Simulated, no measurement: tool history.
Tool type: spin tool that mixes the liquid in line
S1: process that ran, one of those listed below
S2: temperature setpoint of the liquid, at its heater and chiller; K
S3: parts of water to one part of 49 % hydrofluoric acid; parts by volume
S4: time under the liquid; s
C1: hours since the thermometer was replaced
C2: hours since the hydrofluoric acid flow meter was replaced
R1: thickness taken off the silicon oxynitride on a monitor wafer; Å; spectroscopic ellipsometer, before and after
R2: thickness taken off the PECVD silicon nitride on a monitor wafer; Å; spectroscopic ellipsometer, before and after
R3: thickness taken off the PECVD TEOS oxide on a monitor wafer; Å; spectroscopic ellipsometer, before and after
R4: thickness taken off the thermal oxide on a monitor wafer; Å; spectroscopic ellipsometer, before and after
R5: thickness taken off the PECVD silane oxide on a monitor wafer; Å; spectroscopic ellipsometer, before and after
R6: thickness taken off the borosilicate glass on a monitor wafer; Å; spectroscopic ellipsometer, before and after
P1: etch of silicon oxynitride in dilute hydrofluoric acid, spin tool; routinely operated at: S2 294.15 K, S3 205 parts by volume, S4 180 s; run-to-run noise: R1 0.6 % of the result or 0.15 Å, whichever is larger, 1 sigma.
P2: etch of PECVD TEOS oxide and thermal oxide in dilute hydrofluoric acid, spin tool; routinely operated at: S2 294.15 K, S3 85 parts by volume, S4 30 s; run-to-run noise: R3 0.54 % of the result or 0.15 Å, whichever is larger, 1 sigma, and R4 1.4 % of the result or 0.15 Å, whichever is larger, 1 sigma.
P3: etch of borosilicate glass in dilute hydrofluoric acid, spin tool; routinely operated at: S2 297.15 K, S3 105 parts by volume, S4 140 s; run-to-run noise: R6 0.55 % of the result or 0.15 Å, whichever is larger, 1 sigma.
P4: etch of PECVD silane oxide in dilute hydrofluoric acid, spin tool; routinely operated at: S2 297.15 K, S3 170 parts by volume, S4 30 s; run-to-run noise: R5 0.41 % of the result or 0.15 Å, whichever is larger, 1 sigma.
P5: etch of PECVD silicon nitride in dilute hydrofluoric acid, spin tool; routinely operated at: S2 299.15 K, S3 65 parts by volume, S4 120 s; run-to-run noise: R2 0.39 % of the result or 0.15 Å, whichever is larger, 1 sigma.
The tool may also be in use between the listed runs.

run	hour	S1	S2	S3	S4	C1	C2	R1	R2	R3	R4	R5	R6
1	8.5	P1	294.15	205	180	324.8	1026.7	33.5320					
2	15.3	P5	299.15	65	215	331.6	1033.5		168.000				
3	21.1	P2	294.15	130	30	337.4	1039.3			46.073	9.4949		
4	27.1	P4	297.15	35	30	343.4	1045.3					340.640	
5	32.6	P5	299.15	65	120	348.9	1050.8		94.137				
6	36.4	P2	300.15	85	30	352.7	1054.6			94.591	19.9820		
7	43.7	P1	294.15	355	85	360.0	1061.9	8.5798					
8	50.9	P4	297.15	170	30	367.2	1069.1					59.779	
9	58.2	P3	290.15	105	140	374.5	1076.4						332.340
10	65.5	P2	294.15	85	30	381.8	1083.7			74.496	15.6780		
11	71.6	P1	290.15	205	180	387.9	1089.8	28.0360					
12	77.6	P1	294.15	205	360	393.9	1095.8	66.9080					
13	81.5	P1	294.15	205	80	397.8	1099.7	15.1020					
14	86.6	P1	294.15	205	180	402.9	1104.8	33.6990					
15	93.1	P5	299.15	45	120	409.4	1111.3		134.760				
16	98.8	P3	297.15	105	140	415.1	1117.0						437.630
17	103.6	P1	301.65	205	180	419.9	1121.8	46.9820					
18	110.1	P4	297.15	170	15	426.4	1128.3					29.601	
19	116.6	P3	297.15	190	140	432.9	1134.8						221.150
20	124.6	P1	294.15	120	180	440.9	1142.8	60.9230					
21	129.5	P1	294.15	205	180	445.8	1147.7	33.4530					
22	133.8	P1	294.15	205	180	450.1	1152.0	33.4490					
23	138.3	P3	297.15	105	25	454.6	1156.5						78.391
24	145.7	P1	294.15	205	180	462.0	1163.9	33.6640					
25	153.3	P5	302.65	65	120	469.6	1171.5		117.930				
26	158.1	P4	290.15	170	30	474.4	1176.3					45.111	
27	164.0	P1	294.15	370	180	480.3	1182.2	16.9950					
28	169.6	P1	294.15	205	180	485.9	1187.8	33.6460					
29	177.4	P2	294.15	85	65	493.7	1195.6			161.540	33.0750		
30	181.5	P5	299.15	65	120	497.8	1199.7		93.678				
31	189.1	P1	294.15	205	180	505.4	1207.3	33.8490					
32	195.3	P1	294.15	205	180	511.6	1213.5	35.1460					
33	201.7	P1	294.15	205	180	518.0	1219.9	36.1190					
34	206.5	P1	294.15	205	180	522.8	1224.7	36.6370					
35	214.5	P1	294.15	205	180	530.8	1232.7	37.1740					
36	221.2	P1	294.15	205	180	537.5	1239.4	36.8720					
37	229.0	P1	294.15	205	180	545.3	1247.2	36.5990					

Something has made what P1 gives creep away from where it was; the 2 causes below, each at its own stated size, fit the log equally well:
A: liquid hotter than its thermometer reads (K) = 1.97
B: hydrofluoric acid flow above the setpoint (%) = 8.18
Onset of the creep was near hour 189.1.

Below are 4 check runs, each on a single wafer, with their results shown as question marks. Which of them would tell the listed causes apart, meaning the causes would give clearly different results under it?
check 1	236.8	P5	302.65	65	210				?				
check 2	236.8	P2	294.15	120	60					?	?		
check 3	236.8	P4	290.15	40	30							?	
check 4	236.8	P3	290.15	105	140								?

Check results expected under each cause:
check	result	if A	if B
check 1	R2	233.860	223.020
check 2	R3	109.410	110.550
check 2	R4	22.7920	23.0280
check 3	R5	239.060	238.180
check 4	R6	360.490	362.200
How far apart the two closest causes lie, in the result that separates them most: check 1 4.74 %; check 2 1.03 %; check 3 0.37 %; check 4 0.47 %
The other checks would show nearly matching results whichever cause is true, so check 1 is the only one that separates the causes.

Then check 1 was run and gave: R2 223.110 Å. Which cause is it?

It was cause B: hydrofluoric acid flow above the setpoint (%).

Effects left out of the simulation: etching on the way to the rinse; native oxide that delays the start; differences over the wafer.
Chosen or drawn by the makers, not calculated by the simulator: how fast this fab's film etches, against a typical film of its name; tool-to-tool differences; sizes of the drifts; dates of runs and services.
